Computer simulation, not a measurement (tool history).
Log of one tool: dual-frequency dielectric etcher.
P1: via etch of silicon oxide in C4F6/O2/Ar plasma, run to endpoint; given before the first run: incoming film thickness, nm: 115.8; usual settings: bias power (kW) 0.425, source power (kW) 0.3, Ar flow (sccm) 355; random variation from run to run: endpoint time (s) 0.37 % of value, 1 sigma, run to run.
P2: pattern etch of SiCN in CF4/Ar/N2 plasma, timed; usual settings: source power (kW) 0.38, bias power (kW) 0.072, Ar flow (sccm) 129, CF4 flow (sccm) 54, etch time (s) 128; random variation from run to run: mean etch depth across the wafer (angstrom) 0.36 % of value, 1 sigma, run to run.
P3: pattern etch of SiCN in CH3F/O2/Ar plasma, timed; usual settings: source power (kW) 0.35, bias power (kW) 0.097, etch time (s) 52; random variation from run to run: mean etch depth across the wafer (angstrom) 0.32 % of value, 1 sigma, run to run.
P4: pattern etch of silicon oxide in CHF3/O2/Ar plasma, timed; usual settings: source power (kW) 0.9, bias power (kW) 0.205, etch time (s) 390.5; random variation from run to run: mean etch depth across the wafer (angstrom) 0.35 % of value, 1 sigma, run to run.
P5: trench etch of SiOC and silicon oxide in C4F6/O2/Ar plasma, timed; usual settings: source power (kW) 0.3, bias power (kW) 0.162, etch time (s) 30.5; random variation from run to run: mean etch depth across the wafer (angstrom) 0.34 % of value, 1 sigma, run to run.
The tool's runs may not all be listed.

run   hour  process that ran  bias power (kW)  source power (kW)  Ar flow (sccm)  CF4 flow (sccm)  etch time (s)  hours since the last wet clean  hours since the last bias power generator calibration  hours since the last source power generator calibration  hours since the last Ar flow controller change  endpoint time (s)  mean etch depth across the wafer (angstrom)
  1    3.7                P1            0.425                0.3             355                                                           285.7                                                 1328.1                                                    440.9                                          2080.8             30.432
  2    7.6                P2            0.072               0.38             129               54           92.5                           289.6                                                   1332                                                    444.8                                          2084.7                                                          642.39
  3   10.9                P3            0.097               0.35                                              52                           292.9                                                 1335.3                                                    448.1                                            2088                                                          206.67
  4   15.1                P1            0.425                0.3             285                                                           297.1                                                 1339.5                                                    452.3                                          2092.2             29.757
  5   19.8                P1            0.425               0.21             355                                                           301.8                                                 1344.2                                                      457                                          2096.9             34.857
  6   24.2                P1            0.528                0.3             355                                                           306.2                                                 1348.6                                                    461.4                                          2101.3             28.149
  7   28.3                P1            0.425                0.3             355                                                           310.3                                                 1352.7                                                    465.5                                          2105.4              30.37
  8   32.3                P4            0.205               0.72                                           390.5                           314.3                                                 1356.7                                                    469.5                                          2109.4                                                          8622.2
  9   35.6                P1            0.528               0.42             355                                                           317.6                                                   1360                                                    472.8                                          2112.7              24.98
 10   38.6                P1            0.425                0.3             355                                                           320.6                                                   1363                                                    475.8                                          2115.7             30.314
 11     42                P1            0.425                0.3             355                                                             324                                                 1366.4                                                    479.2                                          2119.1             30.373
 12   46.2                P2            0.072               0.28             129               54            128                           328.2                                                 1370.6                                                    483.4                                          2123.3                                                          684.18
 13   49.7                P2            0.055               0.38             129               54            128                           331.7                                                 1374.1                                                    486.9                                          2126.8                                                          806.85
 14   53.8                P5            0.162                0.3                                            30.5                           335.8                                                 1378.2                                                      491                                          2130.9                                                          504.65
 15   57.4                P4            0.205                0.9                                           559.5                           339.4                                                 1381.8                                                    494.6                                          2134.5                                                           13444
 16   59.7                P3            0.097               0.35                                              38                           341.7                                                 1384.1                                                    496.9                                          2136.8                                                          150.84
 17   64.1                P4            0.205                0.9                                           390.5                           346.1                                                 1388.5                                                    501.3                                          2141.2                                                          9394.4
 18     68                P5            0.162                0.3                                            30.5                             350                                                 1392.4                                                    505.2                                          2145.1                                                          502.31
 19   72.3                P1            0.425               0.42             355                                                           354.3                                                 1396.7                                                    509.5                                          2149.4             26.933
 20   74.6                P1            0.547               0.39             355                                                           356.6                                                   1399                                                    511.8                                          2151.7             25.151
 21   76.6                P5            0.162               0.41                                            30.5                           358.6                                                   1401                                                    513.8                                          2153.7                                                           569.9
 22   80.1                P1             0.29                0.3             355                                                           362.1                                                 1404.5                                                    517.3                                          2157.2             34.901
 23   82.4                P4            0.205                0.9                                           390.5                           364.4                                                 1406.8                                                    519.6                                          2159.5                                                          9345.7
 24   86.9                P3            0.097               0.44                                              52                           368.9                                                 1411.3                                                    524.1                                            2164                                                          225.18
 25     90                P3            0.131               0.35                                              52                             372                                                 1414.4                                                    527.2                                          2167.1                                                          233.35
 26   93.2                P5            0.205                0.3                                            30.5                           375.2                                                 1417.6                                                    530.4                                          2170.3                                                          546.54
 27     98                P5            0.162                0.3                                              23                             380                                                 1422.4                                                    535.2                                          2175.1                                                          380.87
 28  100.3                P2            0.072               0.38             129               32            128                           382.3                                                 1424.7                                                    537.5                                          2177.4                                                          816.75
 29  103.5                P1            0.425                0.3             470                                                           385.5                                                 1427.9                                                    540.7                                          2180.6              31.42
 30  108.1                P1            0.425                0.3             355                                                           390.1                                                 1432.5                                                    545.3                                          2185.2             30.595
 31  112.1                P2            0.072               0.38              85               54            128                           394.1                                                 1436.5                                                    549.3                                          2189.2                                                          951.21
 32  114.3                P4            0.251                0.9                                           390.5                           396.3                                                 1438.7                                                    551.5                                          2191.4                                                           10005
 33  117.5                P2            0.072               0.38             129               54            128                           399.5                                                 1441.9                                                    554.7                                          2194.6                                                          890.22
 34  121.1                P1            0.425                0.3             355                                                           403.1                                                 1445.5                                                    558.3                                          2198.2             30.448
 35  124.4                P1            0.425                0.3             355                                                           406.4                                                 1448.8                                                    561.6                                          2201.5             30.701
 36  128.9                P1            0.425                0.3             355                                                           410.9                                                 1453.3                                                    566.1                                            2206             30.943
 37  132.1                P1            0.425                0.3             355                                                           414.1                                                 1456.5                                                    569.3                                          2209.2             30.826
 38  136.4                P1            0.425                0.3             355                                                           418.4                                                 1460.8                                                    573.6                                          2213.5             30.862
 39  138.9                P1            0.425                0.3             355                                                           420.9                                                 1463.3                                                    576.1                                            2216              31.01
 40  141.5                P1            0.425                0.3             355                                                           423.5                                                 1465.9                                                    578.7                                          2218.6             31.097
     142.2  -- wet clean of the chamber
 41  144.2                P1            0.425                0.3             355                                                             2.1                                                 1468.6                                                    581.4                                          2221.3             31.156
 42  146.6                P1            0.425                0.3             355                                                             4.5                                                   1471                                                    583.8                                          2223.7             31.153
 43  149.2                P1            0.425                0.3             355                                                             7.1                                                 1473.6                                                    586.4                                          2226.3             31.063
 44  152.7                P1            0.425                0.3             355                                                            10.6                                                 1477.1                                                    589.9                                          2229.8             30.883

P1 no longer gives what it gave before; its output has crept away from where it was. The following 2 causes, each at its listed size, fit the log equally well:
A: bias power that arrives under what is set, % = 4.91
B: source power that arrives under what is set, % = 4.91
The drift started at roughly hour 121.1.
Every other cause this tool's parts could produce, and why it does not fit the log:
chamber walls in a state that lowers the etch rate, %: its service at hour 142.2 followed the start of the drift and did not put the process back to its old value
Ar flow that arrives over what is set, %: at most 8, giving a +0.9 % change in endpoint time (s): too small, or against the direction of the creep

Below are 4 check runs, each on a single wafer, with their results shown as question marks. Which of them would tell the listed causes apart, meaning the causes would give clearly different results under it?
check 1  156.2                P2            0.072               0.38              94               54            128                                                                                                                                                                                                                                                               ?
check 2  156.2                P5            0.198               0.36                                            30.5                                                                                                                                                                                                                                                               ?
check 3  156.2                P3             0.13                0.4                                              52                                                                                                                                                                                                                                                               ?
check 4  156.2                P4            0.205               0.72                                             497                                                                                                                                                                                                                                                               ?

What each check would give under each cause:
  check                                       result    if A    if B
check 1  mean etch depth across the wafer (angstrom)  918.79  895.36
check 2  mean etch depth across the wafer (angstrom)  568.72  566.94
check 3  mean etch depth across the wafer (angstrom)  238.66     239
check 4  mean etch depth across the wafer (angstrom)   10782   10759
Minimum pairwise separation of causes per check, each pair taken at its best-separating result: check 1 2.58 %; check 2 0.31 %; check 3 0.14 %; check 4 0.21 %
Check 1 is the one run that separates the causes; every other check would come out nearly the same whichever cause is at work.

The results of check 1 are: mean etch depth across the wafer (angstrom) 921.2. Based on these, which of the listed causes is it?

The correct cause is A, namely: bias power that arrives under what is set, %.
